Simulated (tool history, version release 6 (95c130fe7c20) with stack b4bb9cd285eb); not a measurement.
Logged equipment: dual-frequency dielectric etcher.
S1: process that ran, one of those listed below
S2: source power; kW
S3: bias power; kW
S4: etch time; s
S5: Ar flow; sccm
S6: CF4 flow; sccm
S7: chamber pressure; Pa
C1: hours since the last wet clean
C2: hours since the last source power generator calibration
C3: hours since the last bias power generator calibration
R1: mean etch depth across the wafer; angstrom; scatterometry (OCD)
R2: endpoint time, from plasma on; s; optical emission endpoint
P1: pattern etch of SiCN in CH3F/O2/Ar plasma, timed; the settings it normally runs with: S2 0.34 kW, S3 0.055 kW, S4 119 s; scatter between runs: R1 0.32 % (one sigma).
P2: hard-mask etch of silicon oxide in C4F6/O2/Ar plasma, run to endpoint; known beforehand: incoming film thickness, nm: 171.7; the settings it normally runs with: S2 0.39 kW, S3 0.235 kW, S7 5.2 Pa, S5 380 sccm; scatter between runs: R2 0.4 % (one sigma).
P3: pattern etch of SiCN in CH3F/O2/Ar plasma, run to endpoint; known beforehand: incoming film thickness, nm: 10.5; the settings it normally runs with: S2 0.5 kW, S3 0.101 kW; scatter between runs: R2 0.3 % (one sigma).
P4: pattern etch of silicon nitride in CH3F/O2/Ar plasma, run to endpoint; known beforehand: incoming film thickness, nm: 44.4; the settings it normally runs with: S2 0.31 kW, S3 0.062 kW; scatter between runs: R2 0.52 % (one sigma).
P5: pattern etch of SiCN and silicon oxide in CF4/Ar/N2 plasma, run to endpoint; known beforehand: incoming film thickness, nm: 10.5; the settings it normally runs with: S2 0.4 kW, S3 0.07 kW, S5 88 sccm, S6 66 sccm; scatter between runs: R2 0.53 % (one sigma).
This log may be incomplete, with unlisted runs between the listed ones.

run	day	S1	S2	S3	S4	S5	S6	S7	C1	C2	C3	R1	R2
1	0.254	P1	0.34	0.055	119				292.6	1102.9	1346	389.7	
2	0.617	P1	0.25	0.055	119				301.3	1111.6	1354.7	347.55	
3	1.05	P1	0.34	0.066	119				311.7	1122	1365.1	420.4	
4	1.45	P4	0.31	0.062					321.3	1131.6	1374.7		74.199
5	1.846	P1	0.34	0.055	119				330.8	1141.1	1384.2	392.32	
6	2.162	P5	0.4	0.07		88	66		338.4	1148.7	1391.8		13.771
7	2.479	P4	0.31	0.037					346	1156.3	1399.4		87.168
8	2.758	P2	0.39	0.235		380		7.4	352.7	1163	1406.1		54.215
9	3.204	P2	0.39	0.235		292		5.2	363.4	1173.7	1416.8		50.351
10	3.529	P3	0.37	0.101					371.2	1181.5	1424.6		25.639
11	3.854	P4	0.31	0.062					379	1189.3	1432.4		74.169
12	4.183	P1	0.34	0.034	119				386.9	1197.2	1440.3	336.11	
13	4.558	P5	0.4	0.07		54	66		395.9	1206.2	1449.3		12.758
14	5	P1	0.41	0.076	119				406.5	1216.8	1459.9	471.79	
15	5.408	P1	0.34	0.055	160.5				416.3	1226.6	1469.7	526.58	
16	5.654	P1	0.34	0.055	70.5				422.2	1232.5	1475.6	232.59	
17	6.062	P1	0.34	0.055	119				432	1242.3	1485.4	390.34	
18	6.379	P1	0.34	0.055	119				439.6	1249.9	1493	394.01	
19	6.804	P4	0.37	0.062					449.8	1260.1	1503.2		69.081
# day 7.246: bias power generator calibrated
20	7.271	P1	0.34	0.055	119				461	1271.3	0.6	392.03	
21	7.517	P3	0.5	0.14					466.9	1277.2	6.5		20.311
22	7.979	P5	0.4	0.044		88	66		478	1288.3	17.6		15.753
23	8.325	P2	0.39	0.33		380		5.2	486.3	1296.6	25.9		46.187
24	8.592	P2	0.53	0.235		380		5.2	492.7	1303	32.3		46.289
25	9.079	P5	0.4	0.07		88	66		504.4	1314.7	44		13.788
26	9.462	P5	0.51	0.07		88	66		513.6	1323.9	53.2		11.057
27	9.929	P1	0.46	0.055	119				524.8	1335.1	64.4	439.55	
28	10.196	P3	0.5	0.101					531.2	1341.5	70.8		23.085
29	10.642	P2	0.39	0.235		380		5.2	541.9	1352.2	81.5		52.26
30	11.071	P5	0.4	0.07		88	81		552.2	1362.5	91.8		13.442
31	11.562	P1	0.34	0.055	119				564	1374.3	103.6	394.01	
32	11.967	P1	0.34	0.036	94.5				573.7	1384	113.3	271.79	
33	12.267	P1	0.34	0.055	119				580.9	1391.2	120.5	391.82	
34	12.575	P1	0.34	0.055	119				588.3	1398.6	127.9	386.55	
35	12.867	P1	0.34	0.055	119				595.3	1405.6	134.9	386.26	
36	13.183	P1	0.34	0.055	119				602.9	1413.2	142.5	388.75	
# day 13.275: wet clean of the chamber
37	13.512	P1	0.34	0.055	119				5.8	1421.1	150.4	385.3	
38	13.821	P1	0.34	0.055	119				13.2	1428.5	157.8	385.24	
39	14.254	P1	0.34	0.055	119				23.6	1438.9	168.2	387.13	

P1 no longer gives what it gave before; its output has crept away from where it was. The following 2 causes, each at its listed size, fit the log equally well:
A: source power that arrives under what is set, % = 4.11
B: bias power that arrives under what is set, % = 4.67
The drift started at roughly day 12.267.
Why every other cause is out:
chamber walls in a state that lowers the etch rate, %: maintenance at day 13.275, after the shift began, did not return the process to its former output

Which of the check runs below tells the causes apart, meaning the causes would give it clearly different results? Each run uses 5 wafers whose results are averaged, and each result is shown as a question mark.
check 1	14.688	P5	0.4	0.07		88	66						?
check 2	14.688	P3	0.5	0.101									?
check 3	14.688	P4	0.31	0.062									?
check 4	14.688	P2	0.39	0.235		380		5.2					?

What each check would give under each cause:
check	result	if A	if B
check 1	R2	14.195	13.899
check 2	R2	23.39	23.442
check 3	R2	75.392	75.4
check 4	R2	52.958	52.949
How far apart the two closest causes lie, in the result that separates them most: check 1 2.11 %; check 2 0.22 %; check 3 0.01 %; check 4 0.02 %
Check 1 is the one run that separates the causes; every other check would come out nearly the same whichever cause is at work.

The results of check 1 are: R2 14.274 s. Based on these, which of the listed causes is it?

A is the cause: source power that arrives under what is set, %.
